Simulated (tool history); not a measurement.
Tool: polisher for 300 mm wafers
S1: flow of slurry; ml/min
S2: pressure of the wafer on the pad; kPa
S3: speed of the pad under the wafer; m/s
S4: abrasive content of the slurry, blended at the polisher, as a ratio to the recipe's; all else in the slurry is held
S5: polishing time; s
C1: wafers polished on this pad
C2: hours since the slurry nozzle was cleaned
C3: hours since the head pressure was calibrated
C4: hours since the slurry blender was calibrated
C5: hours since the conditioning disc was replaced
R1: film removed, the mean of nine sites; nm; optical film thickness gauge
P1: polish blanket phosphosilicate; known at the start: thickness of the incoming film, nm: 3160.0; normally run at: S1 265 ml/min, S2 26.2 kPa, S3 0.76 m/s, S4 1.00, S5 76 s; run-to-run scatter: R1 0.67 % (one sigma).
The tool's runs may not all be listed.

Run 1, hour 5.5: S1 265 ml/min, S2 26.2 kPa, S3 0.76 m/s, S4 1.00, S5 76 s; C1 1014; C2 139.2; C3 440.0; C4 183.2; C5 241.2. Result: R1 550.07 nm.
Run 2, hour 14.7: S1 265 ml/min, S2 26.2 kPa, S3 0.76 m/s, S4 1.00, S5 76 s; C1 1136; C2 148.4; C3 449.2; C4 192.4; C5 250.4. Result: R1 559.14 nm.
Run 3, hour 23.2: S1 265 ml/min, S2 16.5 kPa, S3 0.76 m/s, S4 1.00, S5 76 s; C1 1249; C2 156.9; C3 457.7; C4 200.9; C5 258.9. Result: R1 352.42 nm.
Run 4, hour 34.1: S1 265 ml/min, S2 26.2 kPa, S3 0.76 m/s, S4 1.00, S5 76 s; C1 1394; C2 167.8; C3 468.6; C4 211.8; C5 269.8. Result: R1 551.33 nm.
Run 5, hour 46.1: S1 265 ml/min, S2 17.2 kPa, S3 0.40 m/s, S4 1.00, S5 76 s; C1 1553; C2 179.8; C3 480.6; C4 223.8; C5 281.8. Result: R1 217.85 nm.
Run 6, hour 56.2: S1 400 ml/min, S2 26.2 kPa, S3 0.76 m/s, S4 1.00, S5 76 s; C1 1688; C2 189.9; C3 490.7; C4 233.9; C5 291.9. Result: R1 579.58 nm.
Run 7, hour 68.2: S1 265 ml/min, S2 26.2 kPa, S3 0.76 m/s, S4 1.00, S5 76 s; C1 1847; C2 201.9; C3 502.7; C4 245.9; C5 303.9. Result: R1 554.28 nm.
Run 8, hour 74.0: S1 265 ml/min, S2 26.2 kPa, S3 0.76 m/s, S4 0.55, S5 76 s; C1 1924; C2 207.7; C3 508.5; C4 251.7; C5 309.7. Result: R1 405.24 nm.
Run 9, hour 83.1: S1 160 ml/min, S2 26.2 kPa, S3 0.76 m/s, S4 1.00, S5 76 s; C1 2045; C2 216.8; C3 517.6; C4 260.8; C5 318.8. Result: R1 522.64 nm.
Run 10, hour 91.8: S1 265 ml/min, S2 26.2 kPa, S3 0.76 m/s, S4 1.00, S5 76 s; C1 2161; C2 225.5; C3 526.3; C4 269.5; C5 327.5. Result: R1 556.89 nm.
Run 11, hour 101.6: S1 265 ml/min, S2 26.2 kPa, S3 0.96 m/s, S4 1.00, S5 93 s; C1 2291; C2 235.3; C3 536.1; C4 279.3; C5 337.3. Result: R1 815.23 nm.
Run 12, hour 112.9: S1 265 ml/min, S2 26.2 kPa, S3 1.18 m/s, S4 1.00, S5 76 s; C1 2441; C2 246.6; C3 547.4; C4 290.6; C5 348.6. Result: R1 794.13 nm.
Run 13, hour 121.0: S1 265 ml/min, S2 26.2 kPa, S3 0.76 m/s, S4 1.00, S5 38 s; C1 2549; C2 254.7; C3 555.5; C4 298.7; C5 356.7. Result: R1 278.48 nm.
Run 14, hour 128.1: S1 265 ml/min, S2 26.2 kPa, S3 0.76 m/s, S4 1.00, S5 112 s; C1 2643; C2 261.8; C3 562.6; C4 305.8; C5 363.8. Result: R1 814.19 nm.
Run 15, hour 138.9: S1 265 ml/min, S2 26.2 kPa, S3 0.34 m/s, S4 1.00, S5 76 s; C1 2787; C2 272.6; C3 573.4; C4 316.6; C5 374.6. Result: R1 296.39 nm.
Run 16, hour 146.1: S1 265 ml/min, S2 26.2 kPa, S3 0.76 m/s, S4 1.00, S5 76 s; C1 2882; C2 279.8; C3 580.6; C4 323.8; C5 381.8. Result: R1 557.32 nm.
Run 17, hour 152.3: S1 265 ml/min, S2 35.9 kPa, S3 0.76 m/s, S4 1.00, S5 76 s; C1 2965; C2 286.0; C3 586.8; C4 330.0; C5 388.0. Result: R1 769.95 nm.
Run 18, hour 157.9: S1 265 ml/min, S2 26.2 kPa, S3 0.76 m/s, S4 1.50, S5 76 s; C1 3039; C2 291.6; C3 592.4; C4 335.6; C5 393.6. Result: R1 659.47 nm.
Run 19, hour 166.0: S1 265 ml/min, S2 26.2 kPa, S3 0.76 m/s, S4 1.00, S5 76 s; C1 3147; C2 299.7; C3 600.5; C4 343.7; C5 401.7. Result: R1 556.11 nm.
Run 20, hour 174.2: S1 265 ml/min, S2 26.2 kPa, S3 0.76 m/s, S4 1.00, S5 76 s; C1 3256; C2 307.9; C3 608.7; C4 351.9; C5 409.9. Result: R1 548.97 nm.
Run 21, hour 180.3: S1 265 ml/min, S2 26.2 kPa, S3 0.76 m/s, S4 1.00, S5 76 s; C1 3337; C2 314.0; C3 614.8; C4 358.0; C5 416.0. Result: R1 538.50 nm.
Run 22, hour 187.4: S1 265 ml/min, S2 26.2 kPa, S3 0.76 m/s, S4 1.00, S5 76 s; C1 3431; C2 321.1; C3 621.9; C4 365.1; C5 423.1. Result: R1 531.26 nm.
Run 23, hour 196.0: S1 265 ml/min, S2 26.2 kPa, S3 0.76 m/s, S4 1.00, S5 76 s; C1 3546; C2 329.7; C3 630.5; C4 373.7; C5 431.7. Result: R1 525.72 nm.
At hour 204.9: head pressure recalibrated.
Run 24, hour 205.2: S1 265 ml/min, S2 26.2 kPa, S3 0.76 m/s, S4 1.00, S5 76 s; C1 3668; C2 338.9; C3 0.3; C4 382.9; C5 440.9. Result: R1 518.66 nm.
At hour 207.1: slurry nozzle cleaned.
At hour 208.1: conditioning disc replaced and pad reconditioned.
Run 25, hour 210.6: S1 265 ml/min, S2 26.2 kPa, S3 0.76 m/s, S4 1.00, S5 76 s; C1 3740; C2 3.6; C3 5.7; C4 388.3; C5 2.6. Result: R1 510.70 nm.
Run 26, hour 222.3: S1 265 ml/min, S2 26.2 kPa, S3 0.76 m/s, S4 1.00, S5 76 s; C1 3895; C2 15.3; C3 17.4; C4 400.0; C5 14.3. Result: R1 514.87 nm.
Run 27, hour 231.2: S1 265 ml/min, S2 26.2 kPa, S3 0.76 m/s, S4 1.00, S5 76 s; C1 4014; C2 24.2; C3 26.3; C4 408.9; C5 23.2. Result: R1 514.58 nm.
Run 28, hour 243.0: S1 265 ml/min, S2 26.2 kPa, S3 0.76 m/s, S4 1.00, S5 76 s; C1 4170; C2 36.0; C3 38.1; C4 420.7; C5 35.0. Result: R1 516.24 nm.
Run 29, hour 252.6: S1 265 ml/min, S2 26.2 kPa, S3 0.76 m/s, S4 1.00, S5 76 s; C1 4298; C2 45.6; C3 47.7; C4 430.3; C5 44.6. Result: R1 513.18 nm.
Run 30, hour 259.1: S1 265 ml/min, S2 26.2 kPa, S3 0.76 m/s, S4 1.00, S5 76 s; C1 4384; C2 52.1; C3 54.2; C4 436.8; C5 51.1. Result: R1 513.23 nm.

What P1 gives has crept away from where it was. These 2 causes fit the log equally well, each at the size given:
A: removal rate lost through wear of the pad, % = 8.13
B: abrasive missing from the slurry, % = 16.3
The creep began at about hour 166.0.
Why every other cause is out:
slurry flow missing at the pad, %: serviced at hour 207.1, which brought nothing back
head's pressure below its setpoint, %: serviced at hour 204.9, which brought nothing back
time polished since the conditioner stopped cutting, s: serviced at hour 208.1, which brought nothing back

4 check runs are offered, each on 5 wafers whose results are averaged, their results left as question marks. Which one tells the causes apart?
Run check 1, hour 265.6: S1 160 ml/min, S2 26.2 kPa, S3 1.16 m/s, S4 1.00, S5 76 s. Result: R1 ?.
Run check 2, hour 265.6: S1 265 ml/min, S2 17.2 kPa, S3 0.76 m/s, S4 1.00, S5 76 s. Result: R1 ?.
Run check 3, hour 265.6: S1 205 ml/min, S2 26.2 kPa, S3 0.76 m/s, S4 0.55, S5 76 s. Result: R1 ?.
Run check 4, hour 265.6: S1 265 ml/min, S2 26.2 kPa, S3 0.50 m/s, S4 1.00, S5 76 s. Result: R1 ?.

What each check would give under each cause:
  check  result    if A    if B
check 1      R1  670.86  670.85
check 2      R1  335.95  335.94
check 3      R1  361.43  352.11
check 4      R1  365.30  365.29
How far apart the two closest causes lie, in the result that separates them most: check 1 0 %; check 2 0 %; check 3 2.61 %; check 4 0 %
Check 3 tells the causes apart: in the others they would give nearly the same result.

Check 3 was then run and gave: R1 352.60 nm. Which cause is it?

It is B: abrasive missing from the slurry, %.
